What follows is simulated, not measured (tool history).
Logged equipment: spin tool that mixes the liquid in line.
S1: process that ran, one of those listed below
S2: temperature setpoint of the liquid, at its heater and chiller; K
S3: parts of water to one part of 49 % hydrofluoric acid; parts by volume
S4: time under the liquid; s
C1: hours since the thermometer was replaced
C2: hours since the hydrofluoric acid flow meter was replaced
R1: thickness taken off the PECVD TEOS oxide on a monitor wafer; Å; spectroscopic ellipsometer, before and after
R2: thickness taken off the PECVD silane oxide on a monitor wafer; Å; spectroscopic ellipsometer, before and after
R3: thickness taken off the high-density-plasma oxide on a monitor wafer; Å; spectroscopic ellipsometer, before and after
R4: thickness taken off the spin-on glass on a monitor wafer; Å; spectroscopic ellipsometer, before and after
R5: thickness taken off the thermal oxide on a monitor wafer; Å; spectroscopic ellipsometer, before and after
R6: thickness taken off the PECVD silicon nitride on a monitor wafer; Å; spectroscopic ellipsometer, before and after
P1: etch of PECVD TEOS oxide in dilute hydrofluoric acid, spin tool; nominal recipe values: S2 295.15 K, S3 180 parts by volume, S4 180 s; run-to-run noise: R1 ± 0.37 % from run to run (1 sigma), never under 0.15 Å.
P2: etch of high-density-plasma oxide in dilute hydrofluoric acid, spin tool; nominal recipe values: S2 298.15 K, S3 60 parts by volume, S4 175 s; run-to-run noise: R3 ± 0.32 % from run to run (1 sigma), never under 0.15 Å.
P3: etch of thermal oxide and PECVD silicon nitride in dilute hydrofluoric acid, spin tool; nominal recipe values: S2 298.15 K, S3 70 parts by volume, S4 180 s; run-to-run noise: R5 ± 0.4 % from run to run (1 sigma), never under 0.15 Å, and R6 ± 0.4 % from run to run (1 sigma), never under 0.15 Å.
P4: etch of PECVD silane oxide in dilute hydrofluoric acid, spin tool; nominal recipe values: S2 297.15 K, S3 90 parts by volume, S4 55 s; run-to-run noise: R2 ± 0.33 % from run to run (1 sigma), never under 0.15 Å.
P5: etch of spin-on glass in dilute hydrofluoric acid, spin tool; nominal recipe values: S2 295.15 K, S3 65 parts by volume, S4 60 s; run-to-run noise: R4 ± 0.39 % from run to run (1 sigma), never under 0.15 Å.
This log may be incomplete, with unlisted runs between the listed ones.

run,hour,S1,S2,S3,S4,C1,C2,R1,R2,R3,R4,R5,R6
1,8.1,P1,295.15,180,180,303.7,976.5,97.675,,,,,
2,14.9,P4,297.15,145,55,310.5,983.3,,153.52,,,,
3,23.5,P1,295.15,85,180,319.1,991.9,230.100,,,,,
4,34.2,P1,295.15,180,285,329.8,1002.6,154.690,,,,,
5,45.5,P2,298.15,60,175,341.1,1013.9,,,222.07,,,
6,56.6,P5,295.15,110,60,352.2,1025.0,,,,223.43,,
7,70.0,P3,303.15,70,180,365.6,1038.4,,,,,160.360,134.290
8,79.3,P5,290.65,65,60,374.9,1047.7,,,,329.34,,
9,86.3,P2,298.15,60,335,381.9,1054.7,,,426.94,,,
10,98.2,P2,298.15,105,175,393.8,1066.6,,,120.09,,,
11,106.2,P3,298.15,70,95,401.8,1074.6,,,,,70.419,50.984
12,117.4,P1,290.15,110,180,413.0,1085.8,140.130,,,,,
13,128.3,P1,302.15,180,180,423.9,1096.7,125.170,,,,,
14,138.1,P3,298.15,20,180,433.7,1106.5,,,,,492.920,327.260
15,144.7,P1,290.15,180,180,440.3,1113.1,80.051,,,,,
16,152.0,P3,298.15,70,180,447.6,1120.4,,,,,133.280,96.504
17,159.3,P1,295.15,180,180,454.9,1127.7,97.055,,,,,
18,169.3,P4,303.65,90,55,464.9,1137.7,,336.53,,,,
19,177.6,P1,295.15,95,65,473.2,1146.0,73.159,,,,,
20,187.0,P1,295.15,180,180,482.6,1155.4,97.713,,,,,
21,199.8,P5,295.15,65,60,495.4,1168.2,,,,398.19,,
22,209.1,P1,295.15,180,180,504.7,1177.5,97.067,,,,,
23,220.8,P1,295.15,180,180,516.4,1189.2,97.628,,,,,
24,233.9,P2,298.15,60,175,529.5,1202.3,,,223.87,,,
25,247.9,P4,297.15,90,85,543.5,1216.3,,407.66,,,,
26,254.6,P3,298.15,70,180,550.2,1223.0,,,,,133.350,96.872
27,261.1,P1,300.15,180,275,556.7,1229.5,179.350,,,,,
28,274.7,P1,295.15,180,30,570.3,1243.1,16.297,,,,,
29,283.9,P4,297.15,90,55,579.5,1252.3,,261.93,,,,
30,296.5,P5,295.15,65,60,592.1,1264.9,,,,396.81,,
31,308.4,P2,306.15,60,175,604.0,1276.8,,,304.26,,,
32,318.9,P5,295.15,65,15,614.5,1287.3,,,,100.23,,
33,326.7,P1,295.15,270,180,622.3,1295.1,59.761,,,,,
34,340.5,P4,297.15,90,55,636.1,1308.9,,262.75,,,,
35,351.3,P1,295.15,180,180,646.9,1319.7,97.578,,,,,
36,365.2,P1,295.15,180,180,660.8,1333.6,101.220,,,,,
37,374.9,P1,295.15,180,180,670.5,1343.3,102.840,,,,,
38,388.0,P1,295.15,180,180,683.6,1356.4,103.940,,,,,
39,399.9,P1,295.15,180,180,695.5,1368.3,104.860,,,,,
40,407.3,P1,295.15,180,180,702.9,1375.7,105.130,,,,,
41,413.9,P1,295.15,180,180,709.5,1382.3,105.050,,,,,

P1 has crept away from where it was. The log is fitted equally well by each of these 2 causes, at the sizes shown:
A: hydrofluoric acid flow above the setpoint (%) = 6.1
B: liquid hotter than its thermometer reads (K) = 1.86
The process output started creeping at around hour 351.3.

Question marks stand in for the results of the 4 check runs listed below, each run on one wafer. Under which run would the listed causes show clearly different results?
check 1,420.5,P5,295.15,90,15,,,,,,?,,
check 2,420.5,P2,298.15,100,325,,,,,?,,,
check 3,420.5,P4,302.15,90,55,,,,?,,,,
check 4,420.5,P3,298.15,30,180,,,,,,,?,?

What each check would give under each cause:
check,result,if A,if B
check 1,R4,74.809,75.531
check 2,R3,251.56,253.05
check 3,R2,340.23,341.58
check 4,R5,347.130,352.480
check 4,R6,234.870,251.380
Smallest distance between any two causes, each pair judged by its most separating result, in per cent: check 1 0.96 %; check 2 0.59 %; check 3 0.39 %; check 4 6.79 %
The causes can be told apart only by check 4. The other checks would give nearly the same results under each of them.

The results of check 4 are: R5 348.100 Å; R6 235.640 Å. Based on these, which of the listed causes is it?

It was cause A: hydrofluoric acid flow above the setpoint (%).

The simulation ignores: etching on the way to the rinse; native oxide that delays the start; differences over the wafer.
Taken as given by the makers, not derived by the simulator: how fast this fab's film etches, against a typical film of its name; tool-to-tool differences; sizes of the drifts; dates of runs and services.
